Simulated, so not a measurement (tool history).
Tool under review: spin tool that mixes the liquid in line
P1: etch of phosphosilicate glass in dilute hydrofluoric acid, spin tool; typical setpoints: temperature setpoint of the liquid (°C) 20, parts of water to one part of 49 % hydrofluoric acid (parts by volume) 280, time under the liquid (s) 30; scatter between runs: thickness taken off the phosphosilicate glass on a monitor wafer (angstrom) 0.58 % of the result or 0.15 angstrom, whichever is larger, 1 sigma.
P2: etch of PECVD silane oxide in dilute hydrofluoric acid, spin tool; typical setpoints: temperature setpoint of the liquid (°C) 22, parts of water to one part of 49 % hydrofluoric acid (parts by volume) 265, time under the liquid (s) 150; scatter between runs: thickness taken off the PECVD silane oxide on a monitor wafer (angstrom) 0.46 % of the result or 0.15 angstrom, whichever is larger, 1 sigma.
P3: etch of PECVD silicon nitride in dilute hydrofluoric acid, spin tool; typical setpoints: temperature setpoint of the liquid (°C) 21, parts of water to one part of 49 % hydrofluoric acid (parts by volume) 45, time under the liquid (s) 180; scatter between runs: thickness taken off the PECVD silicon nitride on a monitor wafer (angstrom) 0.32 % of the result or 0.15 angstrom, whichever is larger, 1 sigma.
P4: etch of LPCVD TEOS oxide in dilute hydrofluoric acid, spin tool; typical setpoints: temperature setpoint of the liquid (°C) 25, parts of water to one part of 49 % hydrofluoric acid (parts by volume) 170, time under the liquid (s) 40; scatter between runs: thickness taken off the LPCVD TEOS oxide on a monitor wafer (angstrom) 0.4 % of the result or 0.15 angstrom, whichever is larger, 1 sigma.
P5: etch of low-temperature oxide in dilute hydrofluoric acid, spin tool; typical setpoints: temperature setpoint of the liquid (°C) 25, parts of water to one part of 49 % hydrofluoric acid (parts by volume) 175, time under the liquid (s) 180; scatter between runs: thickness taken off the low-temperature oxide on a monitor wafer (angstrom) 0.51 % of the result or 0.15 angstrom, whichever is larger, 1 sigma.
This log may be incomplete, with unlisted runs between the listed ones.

run	hour	process that ran	temperature setpoint of the liquid (°C)	parts of water to one part of 49 % hydrofluoric acid (parts by volume)	time under the liquid (s)	thickness taken off the phosphosilicate glass on a monitor wafer (angstrom)	thickness taken off the low-temperature oxide on a monitor wafer (angstrom)	thickness taken off the PECVD silicon nitride on a monitor wafer (angstrom)	thickness taken off the LPCVD TEOS oxide on a monitor wafer (angstrom)	thickness taken off the PECVD silane oxide on a monitor wafer (angstrom)
1	12.4	P1	20	280	30	118.71				
2	21	P5	25	175	40		33.901			
3	32.6	P3	29	45	180			122.9		
4	42.7	P4	25	170	40				117.33	
5	52.4	P4	30	170	40				139.78	
6	58.7	P1	20	115	30	340.53				
7	65.1	P2	22	265	150					139.76
8	72.6	P2	22	405	150					80.369
9	82.6	P3	21	20	180			157.06		
10	92	P1	20	280	30	119.84				
11	105.4	P1	20	510	30	53.06				
12	116.6	P2	17	265	150					115.39
13	122.8	P2	22	265	275					255.68
14	131.2	P4	25	170	40				116.25	
15	139	P1	20	280	30	119.21				
16	145.4	P1	20	280	30	118.34				
17	153.4	P1	20	280	55	218.54				
18	166.7	P5	25	325	180		70.775			
19	180.2	P1	25.5	280	30	144.93				
20	186.1	P1	20	470	60	121				
21	192	P5	28.5	175	180		174.32			
22	199.8	P1	17	280	30	106.76				
23	210.9	P4	25	235	40				79.244	
24	223.6	P5	25	175	180		153.12			
25	231.9	P3	21	45	180			72.104		
26	240.3	P2	22	265	150					139.77

Forecast run 27:
27	253.7	P1	20	280	30	?				

Logged for run 27: thickness taken off the phosphosilicate glass on a monitor wafer (angstrom) 118.36.

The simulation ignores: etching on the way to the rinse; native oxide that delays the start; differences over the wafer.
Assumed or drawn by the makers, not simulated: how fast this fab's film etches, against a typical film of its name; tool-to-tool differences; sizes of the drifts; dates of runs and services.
